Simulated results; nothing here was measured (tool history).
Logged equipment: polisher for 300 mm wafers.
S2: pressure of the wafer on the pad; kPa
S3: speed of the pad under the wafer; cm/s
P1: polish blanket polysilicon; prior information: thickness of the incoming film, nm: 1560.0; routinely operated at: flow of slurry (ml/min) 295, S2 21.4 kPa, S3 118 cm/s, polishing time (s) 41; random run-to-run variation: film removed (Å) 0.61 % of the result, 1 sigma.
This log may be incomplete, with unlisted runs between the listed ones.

{"run": 1, "day": 0.529, "flow of slurry (ml/min)": 295, "S2": 21.4, "S3": 118, "polishing time (s)": 41, "film removed (Å)": 4844.8}
{"run": 2, "day": 0.85, "flow of slurry (ml/min)": 295, "S2": 21.4, "S3": 118, "polishing time (s)": 41, "film removed (Å)": 4813.1}
{"run": 3, "day": 1.188, "flow of slurry (ml/min)": 175, "S2": 21.4, "S3": 118, "polishing time (s)": 41, "film removed (Å)": 4558.9}
{"run": 4, "day": 1.458, "flow of slurry (ml/min)": 295, "S2": 21.4, "S3": 118, "polishing time (s)": 41, "film removed (Å)": 4890.7}
{"run": 5, "day": 1.792, "flow of slurry (ml/min)": 295, "S2": 21.4, "S3": 118, "polishing time (s)": 41, "film removed (Å)": 4835.4}
{"run": 6, "day": 2.196, "flow of slurry (ml/min)": 295, "S2": 21.4, "S3": 62, "polishing time (s)": 41, "film removed (Å)": 2572.6}
{"run": 7, "day": 2.475, "flow of slurry (ml/min)": 425, "S2": 21.4, "S3": 118, "polishing time (s)": 41, "film removed (Å)": 5029}
{"run": 8, "day": 2.783, "flow of slurry (ml/min)": 295, "S2": 21.4, "S3": 156, "polishing time (s)": 58, "film removed (Å)": 9079.1}
{"run": 9, "day": 3.167, "flow of slurry (ml/min)": 295, "S2": 27.6, "S3": 118, "polishing time (s)": 41, "film removed (Å)": 6267.6}
{"run": 10, "day": 3.679, "flow of slurry (ml/min)": 180, "S2": 21.4, "S3": 70, "polishing time (s)": 41, "film removed (Å)": 2713.4}
{"run": 11, "day": 3.95, "flow of slurry (ml/min)": 295, "S2": 11.7, "S3": 118, "polishing time (s)": 41, "film removed (Å)": 2669.1}
{"run": 12, "day": 4.275, "flow of slurry (ml/min)": 295, "S2": 21.4, "S3": 118, "polishing time (s)": 63, "film removed (Å)": 7547.4}
{"run": 13, "day": 4.617, "flow of slurry (ml/min)": 295, "S2": 21.4, "S3": 118, "polishing time (s)": 41, "film removed (Å)": 4845.4}
{"run": 14, "day": 4.921, "flow of slurry (ml/min)": 295, "S2": 21.4, "S3": 180, "polishing time (s)": 41, "film removed (Å)": 7416.3}
{"run": 15, "day": 5.2, "flow of slurry (ml/min)": 295, "S2": 21.4, "S3": 118, "polishing time (s)": 20, "film removed (Å)": 2376.9}
{"run": 16, "day": 5.638, "flow of slurry (ml/min)": 295, "S2": 21.4, "S3": 118, "polishing time (s)": 41, "film removed (Å)": 4810.7}
{"run": 17, "day": 5.996, "flow of slurry (ml/min)": 295, "S2": 21.4, "S3": 118, "polishing time (s)": 41, "film removed (Å)": 4873.6}
{"run": 18, "day": 6.288, "flow of slurry (ml/min)": 295, "S2": 21.4, "S3": 118, "polishing time (s)": 41, "film removed (Å)": 4818.5}
{"run": 19, "day": 6.767, "flow of slurry (ml/min)": 295, "S2": 21.4, "S3": 118, "polishing time (s)": 41, "film removed (Å)": 4737.7}
{"run": 20, "day": 7.088, "flow of slurry (ml/min)": 295, "S2": 21.4, "S3": 118, "polishing time (s)": 41, "film removed (Å)": 4674.9}
{"run": 21, "day": 7.421, "flow of slurry (ml/min)": 295, "S2": 21.4, "S3": 118, "polishing time (s)": 41, "film removed (Å)": 4704.8}
{"run": 22, "day": 7.854, "flow of slurry (ml/min)": 295, "S2": 21.4, "S3": 118, "polishing time (s)": 41, "film removed (Å)": 4687.6}
{"run": 23, "day": 8.279, "flow of slurry (ml/min)": 295, "S2": 21.4, "S3": 118, "polishing time (s)": 41, "film removed (Å)": 4641.3}
{"day": 8.338, "done": "worn pad replaced by a new one"}
{"run": 24, "day": 8.658, "flow of slurry (ml/min)": 295, "S2": 21.4, "S3": 118, "polishing time (s)": 41, "film removed (Å)": 4662.7}
{"run": 25, "day": 9.188, "flow of slurry (ml/min)": 295, "S2": 21.4, "S3": 118, "polishing time (s)": 41, "film removed (Å)": 4641.9}

What P1 gives has crept off from where it sat before. The 2 causes that follow fit the log equally well, each at the size noted:
A: slurry flow missing at the pad, % = 34.3
B: head's pressure below its setpoint, % = 4.57
The creep began at about day 5.996.
Excluded causes, each with its reason:
removal rate lost through wear of the pad, %: its service at day 8.338 followed the start of the drift and did not put the process back to its old value

The list below offers 4 check runs, each averaging the results of 3 wafers, and shows each result as a question mark. For which of them would the listed causes give clearly different results?
{"run": "check 1", "day": 9.717, "flow of slurry (ml/min)": 295, "S2": 14.5, "S3": 118, "polishing time (s)": 41, "film removed (Å)": "?"}
{"run": "check 2", "day": 9.717, "flow of slurry (ml/min)": 175, "S2": 14.5, "S3": 118, "polishing time (s)": 41, "film removed (Å)": "?"}
{"run": "check 3", "day": 9.717, "flow of slurry (ml/min)": 295, "S2": 15.2, "S3": 118, "polishing time (s)": 41, "film removed (Å)": "?"}
{"run": "check 4", "day": 9.717, "flow of slurry (ml/min)": 295, "S2": 21.4, "S3": 172, "polishing time (s)": 51, "film removed (Å)": "?"}

Expected result of each check under each candidate cause:
check=check_1 result=film_removed_(Å) if_A=3140.3 if_B=3140.3
check=check_2 result=film_removed_(Å) if_A=2868.1 if_B=2953.7
check=check_3 result=film_removed_(Å) if_A=3289.8 if_B=3289.8
check=check_4 result=film_removed_(Å) if_A=8405.1 if_B=8405.1
Minimum pairwise separation of causes per check, each pair taken at its best-separating result: check 1 0 %; check 2 2.94 %; check 3 0 %; check 4 0 %
Check 2 distinguishes between the causes, while the remaining checks would return nearly the same result for all of them.

Check 2 was carried out, with these results: film removed (Å) 2859.5. Which of the listed causes is responsible?

It was cause A: slurry flow missing at the pad, %.
